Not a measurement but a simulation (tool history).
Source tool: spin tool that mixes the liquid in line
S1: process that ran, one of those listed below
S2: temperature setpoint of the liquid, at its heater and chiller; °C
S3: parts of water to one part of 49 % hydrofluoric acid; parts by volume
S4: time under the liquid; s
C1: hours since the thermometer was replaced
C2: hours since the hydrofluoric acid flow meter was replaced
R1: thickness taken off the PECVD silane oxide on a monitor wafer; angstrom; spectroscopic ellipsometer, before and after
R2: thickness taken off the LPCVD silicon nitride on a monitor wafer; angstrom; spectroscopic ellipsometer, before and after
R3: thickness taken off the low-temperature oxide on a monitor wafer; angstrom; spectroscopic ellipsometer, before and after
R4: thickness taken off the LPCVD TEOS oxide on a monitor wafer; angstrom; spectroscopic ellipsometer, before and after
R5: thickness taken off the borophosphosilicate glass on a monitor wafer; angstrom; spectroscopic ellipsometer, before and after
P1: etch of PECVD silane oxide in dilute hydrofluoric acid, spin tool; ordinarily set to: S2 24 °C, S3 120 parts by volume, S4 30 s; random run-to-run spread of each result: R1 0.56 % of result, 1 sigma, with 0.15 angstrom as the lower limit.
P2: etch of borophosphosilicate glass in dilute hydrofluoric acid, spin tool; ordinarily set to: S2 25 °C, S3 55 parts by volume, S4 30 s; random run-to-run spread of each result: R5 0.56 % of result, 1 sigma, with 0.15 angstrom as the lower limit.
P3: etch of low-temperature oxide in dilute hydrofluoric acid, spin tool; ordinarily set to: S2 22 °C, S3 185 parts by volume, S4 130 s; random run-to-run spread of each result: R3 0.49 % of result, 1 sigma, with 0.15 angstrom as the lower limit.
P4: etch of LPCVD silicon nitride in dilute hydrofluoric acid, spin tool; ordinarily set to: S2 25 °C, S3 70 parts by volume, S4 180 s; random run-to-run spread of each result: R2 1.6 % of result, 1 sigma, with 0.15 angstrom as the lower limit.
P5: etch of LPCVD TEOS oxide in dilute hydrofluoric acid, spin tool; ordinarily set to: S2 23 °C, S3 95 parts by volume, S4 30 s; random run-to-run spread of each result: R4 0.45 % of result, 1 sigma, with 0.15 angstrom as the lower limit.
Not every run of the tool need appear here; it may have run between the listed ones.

run   hour  S1    S2   S3   S4     C1     C2      R1      R2      R3      R4      R5
  1    7.9  P1    24  120   30  709.3  221.4  127.43
  2   12.9  P4    25   70  330  714.3  226.4          25.603
  3   17.6  P1    24  120   30    719  231.1  128.54
  4   22.3  P3    22  185  130  723.7  235.8                  124.74
  5   30.9  P1    30  120   30  732.3  244.4  159.43
  6   39.6  P1    24  185   60    741  253.1  152.99
  7   49.4  P1    24  175   15  750.8  262.9   41.34
  8   55.8  P1    24  120   30  757.2  269.3  127.29
  9   60.4  P1    24   60   30  761.8  273.9  271.55
 10   69.1  P1    24  120   30  770.5  282.6  126.44
 11   76.7  P5    23   95   30  778.1  290.2                           102.7
 12   81.7  P4    32   70  180  783.1  295.2          21.626
 13   90.8  P4    25   70  180  792.2  304.3          13.632
 14   95.5  P2    25   55   30  796.9    309                                  176.22
 15  103.6  P4    25  105  180    805  317.1          8.9289
 16  108.1  P1    24  120   50  809.5  321.6  212.49
 17  114.3  P1    24  120   30  815.7  327.8  126.78
 18  122.5  P1    29  120   15  823.9    336  76.278
 19  131.2  P5    23  170   30  832.6  344.7                          52.498
 20    136  P2    31   55   30  837.4  349.5                                  223.87
 21  141.1  P1    24  120   15  842.5  354.6  63.806
 22  149.4  P3    22  185   20  850.8  362.9                  18.813
 23  158.6  P2    25   80   30    860  372.1                                  116.18
 24  163.8  P3    17  185  130  865.2  377.3                  101.34
 25  170.8  P3    22  110  130  872.2  384.3                  225.03
 26  178.6  P5    27   95   30    880  392.1                          119.89
 27  186.1  P1    24  120   30  887.5  399.6  126.76
 28  192.9  P2    25   55   60  894.3  406.4                                  357.03
 29  200.9  P1    24  200   30  902.3  414.4  69.617
 30  208.6  P5    23   95   15    910  422.1                          51.811
 31  216.7  P1  17.5  120   30  918.1  430.2  98.617
 32  222.7  P3    22  185  130  924.1  436.2                  123.21
 33  228.3  P1    24  120   30  929.7  441.8  126.28
 34    233  P1    24  120   30  934.4  446.5  130.88
 35  239.2  P1    24  120   30  940.6  452.7  132.72
 36  247.1  P1    24  120   30  948.5  460.6  134.23
 37  253.6  P1    24  120   30    955  467.1  135.15
 38  261.1  P1    24  120   30  962.5  474.6  134.75
 39  265.8  P1    24  120   30  967.2  479.3   135.8
 40  270.2  P1    24  120   30  971.6  483.7  135.54
 41  277.6  P1    24  120   30    979  491.1  135.94
 42  282.4  P1    24  120   30  983.8  495.9  137.23
 43  290.2  P1    24  120   30  991.6  503.7  136.11
 44  294.7  P1    24  120   30  996.1  508.2  137.35

Compared with where it was, what P1 gives has crept away. Each cause listed below fits the log as well as the rest, at the size given for it:
A: hydrofluoric acid flow above the setpoint (%) = 6.64
B: liquid hotter than its thermometer reads (K) = 1.9
The onset of the drift is placed at about hour 228.3.

4 check runs are offered, each on 5 wafers whose results are averaged, their results left as question marks. Which one tells the causes apart?
check 1  299.2  P4    25   70  310               ?
check 2  299.2  P2    31   55   60                           ?
check 3  299.2  P5  26.5   95   30                       ?
check 4  299.2  P3    22  130   25                   ?

What each check would give under each cause:
  check  result    if A    if B
check 1      R2  25.535  27.158
check 2      R5  480.46  482.13
check 3      R4  126.46   126.6
check 4      R3  38.607  38.647
Per check, the gap between the least separated pair of causes, taken in the result that splits them most: check 1 6.16 %; check 2 0.35 %; check 3 0.11 %; check 4 0.1 %
Check 1 tells the causes apart: in the others they would give nearly the same result.

Check 1 was then run and gave: R2 27.284 angstrom. Which cause is it?

It was cause B: liquid hotter than its thermometer reads (K).
